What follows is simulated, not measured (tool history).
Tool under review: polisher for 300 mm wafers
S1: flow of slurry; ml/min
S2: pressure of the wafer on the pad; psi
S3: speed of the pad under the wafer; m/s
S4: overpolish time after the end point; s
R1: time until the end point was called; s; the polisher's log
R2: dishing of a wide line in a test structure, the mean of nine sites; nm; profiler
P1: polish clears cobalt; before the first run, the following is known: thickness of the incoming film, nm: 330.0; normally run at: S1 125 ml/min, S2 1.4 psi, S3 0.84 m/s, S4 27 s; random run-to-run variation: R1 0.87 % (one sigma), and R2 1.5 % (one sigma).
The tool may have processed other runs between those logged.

run 1 hour=5.4 | S1=125 S2=1.4 S3=0.84 S4=27 | R1=128.710 R2=43.746
run 2 hour=9.4 | S1=125 S2=0.6 S3=0.84 S4=27 | R1=298.640 R2=24.571
run 3 hour=16.1 | S1=125 S2=1.4 S3=0.84 S4=27 | R1=128.460 R2=43.238
run 4 hour=19.8 | S1=125 S2=1.4 S3=0.84 S4=27 | R1=127.410 R2=43.316
run 5 hour=26.7 | S1=125 S2=1.9 S3=0.84 S4=27 | R1=96.056 R2=51.596
run 6 hour=30.4 | S1=125 S2=1.4 S3=1.24 S4=27 | R1=87.103 R2=51.727
run 7 hour=35.3 | S1=125 S2=1.4 S3=0.84 S4=27 | R1=128.720 R2=44.292
run 8 hour=40.8 | S1=75 S2=1.4 S3=0.84 S4=27 | R1=147.740 R2=40.585
run 9 hour=46.7 | S1=125 S2=1.4 S3=0.84 S4=8 | R1=128.790 R2=18.234
run 10 hour=51.8 | S1=125 S2=1.4 S3=0.84 S4=27 | R1=128.720 R2=42.636
run 11 hour=55.1 | S1=125 S2=1.4 S3=0.84 S4=27 | R1=128.530 R2=44.228
run 12 hour=61.3 | S1=165 S2=1.4 S3=0.84 S4=27 | R1=123.860 R2=44.079
run 13 hour=66.6 | S1=125 S2=1.4 S3=0.84 S4=27 | R1=126.550 R2=42.945
run 14 hour=70.1 | S1=180 S2=2.0 S3=0.84 S4=27 | R1=84.018 R2=53.628
run 15 hour=76.1 | S1=125 S2=1.4 S3=0.84 S4=39 | R1=126.160 R2=53.835
run 16 hour=82.3 | S1=125 S2=1.4 S3=0.38 S4=27 | R1=280.980 R2=25.778
run 17 hour=88.2 | S1=165 S2=1.4 S3=0.40 S4=27 | R1=257.670 R2=27.677
run 18 hour=92.0 | S1=125 S2=1.4 S3=0.84 S4=27 | R1=128.650 R2=43.339
run 19 hour=97.3 | S1=125 S2=1.4 S3=0.84 S4=27 | R1=132.050 R2=42.933
run 20 hour=102.9 | S1=125 S2=1.4 S3=0.84 S4=27 | R1=133.230 R2=42.803
run 21 hour=109.0 | S1=125 S2=1.4 S3=0.84 S4=27 | R1=137.800 R2=41.614
run 22 hour=112.1 | S1=125 S2=1.4 S3=0.84 S4=27 | R1=140.130 R2=42.734
-- hour=112.7 head pressure recalibrated
run 23 hour=116.1 | S1=125 S2=1.4 S3=0.84 S4=27 | R1=139.080 R2=42.684
run 24 hour=121.0 | S1=125 S2=1.4 S3=0.84 S4=27 | R1=139.770 R2=41.904
run 25 hour=124.8 | S1=125 S2=1.4 S3=0.84 S4=27 | R1=138.450 R2=41.492
run 26 hour=129.6 | S1=125 S2=1.4 S3=0.84 S4=27 | R1=140.370 R2=42.010

Something has made what P1 gives creep away from where it was; the 2 causes below, each at its own stated size, fit the log equally well:
A: slurry flow missing at the pad, % = 30.2
B: removal rate lost through wear of the pad, % = 8.35
The onset of the drift is placed at about hour 92.0.
What rules out each remaining cause:
head's pressure below its setpoint, %: serviced at hour 112.7, after the change had begun; the process did not return to its earlier output

The list below offers 4 check runs, each averaging the results of 5 wafers, and shows each result as a question mark. For which of them would the listed causes give clearly different results?
run check 1 hour=134.4 | S1=125 S2=1.4 S3=0.84 S4=8 | R1=? R2=?
run check 2 hour=134.4 | S1=90 S2=1.4 S3=0.48 S4=27 | R1=? R2=?
run check 3 hour=134.4 | S1=125 S2=1.4 S3=0.84 S4=11 | R1=? R2=?
run check 4 hour=134.4 | S1=125 S2=1.4 S3=1.02 S4=8 | R1=? R2=?

Predicted outcomes, by check and by cause:
check=check_1 result=R1 if_A=140.180 if_B=140.210
check=check_1 result=R2 if_A=16.496 if_B=16.494
check=check_2 result=R1 if_A=273.010 if_B=265.370
check=check_2 result=R2 if_A=26.106 if_B=26.690
check=check_3 result=R1 if_A=140.180 if_B=140.210
check=check_3 result=R2 if_A=21.594 if_B=21.591
check=check_4 result=R1 if_A=115.440 if_B=115.470
check=check_4 result=R2 if_A=19.460 if_B=19.457
Minimum pairwise separation of causes per check, each pair taken at its best-separating result: check 1 0.02 %; check 2 2.84 %; check 3 0.02 %; check 4 0.02 %
Only check 2 tells the causes apart: in the others they would give nearly the same result.

Then check 2 was run and gave: R1 272.340 s; R2 26.283 nm. Which cause is it?

The correct cause is A, namely: slurry flow missing at the pad, %.

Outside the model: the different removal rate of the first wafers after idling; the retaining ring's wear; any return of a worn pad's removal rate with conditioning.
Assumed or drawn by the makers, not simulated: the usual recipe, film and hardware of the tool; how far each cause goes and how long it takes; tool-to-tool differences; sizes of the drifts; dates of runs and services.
